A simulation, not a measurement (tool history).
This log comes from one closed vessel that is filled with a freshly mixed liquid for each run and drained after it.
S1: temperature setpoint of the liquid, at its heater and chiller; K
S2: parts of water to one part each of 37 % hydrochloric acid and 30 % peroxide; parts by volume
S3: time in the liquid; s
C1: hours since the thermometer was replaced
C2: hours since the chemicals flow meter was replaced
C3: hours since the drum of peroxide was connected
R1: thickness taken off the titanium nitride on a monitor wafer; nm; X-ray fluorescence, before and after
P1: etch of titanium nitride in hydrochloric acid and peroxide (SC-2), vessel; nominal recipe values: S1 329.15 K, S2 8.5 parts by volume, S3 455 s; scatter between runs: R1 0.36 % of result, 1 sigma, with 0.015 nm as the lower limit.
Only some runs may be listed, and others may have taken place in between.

{"run": 1, "hour": 6.5, "S1": 329.15, "S2": 8.5, "S3": 455, "C1": 115.3, "C2": 551.9, "C3": 243.5, "R1": 10.768}
{"run": 2, "hour": 12.1, "S1": 329.15, "S2": 4.0, "S3": 455, "C1": 120.9, "C2": 557.5, "C3": 249.1, "R1": 18.935}
{"run": 3, "hour": 17.1, "S1": 329.15, "S2": 8.5, "S3": 455, "C1": 125.9, "C2": 562.5, "C3": 254.1, "R1": 10.881}
{"run": 4, "hour": 23.9, "S1": 329.15, "S2": 8.5, "S3": 455, "C1": 132.7, "C2": 569.3, "C3": 260.9, "R1": 10.829}
{"run": 5, "hour": 30.2, "S1": 329.15, "S2": 8.5, "S3": 820, "C1": 139.0, "C2": 575.6, "C3": 267.2, "R1": 19.421}
{"run": 6, "hour": 35.3, "S1": 329.15, "S2": 8.5, "S3": 455, "C1": 144.1, "C2": 580.7, "C3": 272.3, "R1": 10.835}
{"run": 7, "hour": 41.6, "S1": 313.65, "S2": 8.5, "S3": 455, "C1": 150.4, "C2": 587.0, "C3": 278.6, "R1": 3.8013}
{"run": 8, "hour": 47.6, "S1": 329.15, "S2": 5.5, "S3": 55, "C1": 156.4, "C2": 593.0, "C3": 284.6, "R1": 1.8384}
{"run": 9, "hour": 51.8, "S1": 329.15, "S2": 8.5, "S3": 30, "C1": 160.6, "C2": 597.2, "C3": 288.8, "R1": 0.6969}
{"run": 10, "hour": 55.5, "S1": 329.15, "S2": 8.5, "S3": 455, "C1": 164.3, "C2": 600.9, "C3": 292.5, "R1": 10.826}
{"run": 11, "hour": 60.8, "S1": 329.15, "S2": 8.5, "S3": 455, "C1": 169.6, "C2": 606.2, "C3": 297.8, "R1": 10.738}
{"run": 12, "hour": 66.7, "S1": 345.15, "S2": 8.5, "S3": 455, "C1": 175.5, "C2": 612.1, "C3": 303.7, "R1": 28.724}
{"run": 13, "hour": 71.0, "S1": 329.15, "S2": 12.0, "S3": 455, "C1": 179.8, "C2": 616.4, "C3": 308.0, "R1": 8.0534}
{"run": 14, "hour": 77.5, "S1": 329.15, "S2": 8.5, "S3": 455, "C1": 186.3, "C2": 622.9, "C3": 314.5, "R1": 10.77}
{"run": 15, "hour": 81.2, "S1": 329.15, "S2": 8.5, "S3": 455, "C1": 190.0, "C2": 626.6, "C3": 318.2, "R1": 10.78}
{"run": 16, "hour": 86.9, "S1": 329.15, "S2": 8.5, "S3": 455, "C1": 195.7, "C2": 632.3, "C3": 323.9, "R1": 11.181}
{"run": 17, "hour": 93.3, "S1": 329.15, "S2": 8.5, "S3": 455, "C1": 202.1, "C2": 638.7, "C3": 330.3, "R1": 11.383}
{"run": 18, "hour": 97.8, "S1": 329.15, "S2": 8.5, "S3": 455, "C1": 206.6, "C2": 643.2, "C3": 334.8, "R1": 11.581}
{"run": 19, "hour": 104.1, "S1": 329.15, "S2": 8.5, "S3": 455, "C1": 212.9, "C2": 649.5, "C3": 341.1, "R1": 11.527}
{"run": 20, "hour": 107.6, "S1": 329.15, "S2": 8.5, "S3": 455, "C1": 216.4, "C2": 653.0, "C3": 344.6, "R1": 11.493}
{"run": 21, "hour": 112.2, "S1": 329.15, "S2": 8.5, "S3": 455, "C1": 221.0, "C2": 657.6, "C3": 349.2, "R1": 11.566}

P1 no longer gives what it gave before; its output has crept away from where it was. The following 2 causes, each at its listed size, fit the log equally well:
A: chemicals flow above the setpoint (%) = 9.19
B: liquid hotter than its thermometer reads (K) = 1.11
The onset of the drift is placed at about hour 81.2.
All other causes, with the reason each is excluded:
peroxide weaker than its label (%): capped at 8; at that size R1 would change by -7.3 %, too little to explain the creep or opposite to it

You are offered 4 check runs, listed below with question marks in place of their results; each one averages 3 wafers. Which run separates the listed causes by giving clearly different results for each?
{"run": "check 1", "hour": 116.8, "S1": 338.15, "S2": 8.5, "S3": 455, "R1": "?"}
{"run": "check 2", "hour": 116.8, "S1": 317.65, "S2": 11.5, "S3": 455, "R1": "?"}
{"run": "check 3", "hour": 116.8, "S1": 342.65, "S2": 8.5, "S3": 45, "R1": "?"}
{"run": "check 4", "hour": 116.8, "S1": 314.15, "S2": 4.0, "S3": 455, "R1": "?"}

What each check would give under each cause:
check=check_1 result=R1 if_A=20.3120 if_B=20.2480
check=check_2 result=R1 if_A=4.1994 if_B=4.2075
check=check_3 result=R1 if_A=2.6327 if_B=2.6198
check=check_4 result=R1 if_A=7.2795 if_B=7.4282
Per-check spread between the two closest causes, in the result where they differ most: check 1 0.32 %; check 2 0.19 %; check 3 0.49 %; check 4 2.02 %
Check 4 tells the causes apart: in the others they would give nearly the same result.

Running check 4 produced the following: R1 7.4360 nm. Which one of the listed causes fits?

The cause is B: liquid hotter than its thermometer reads (K).
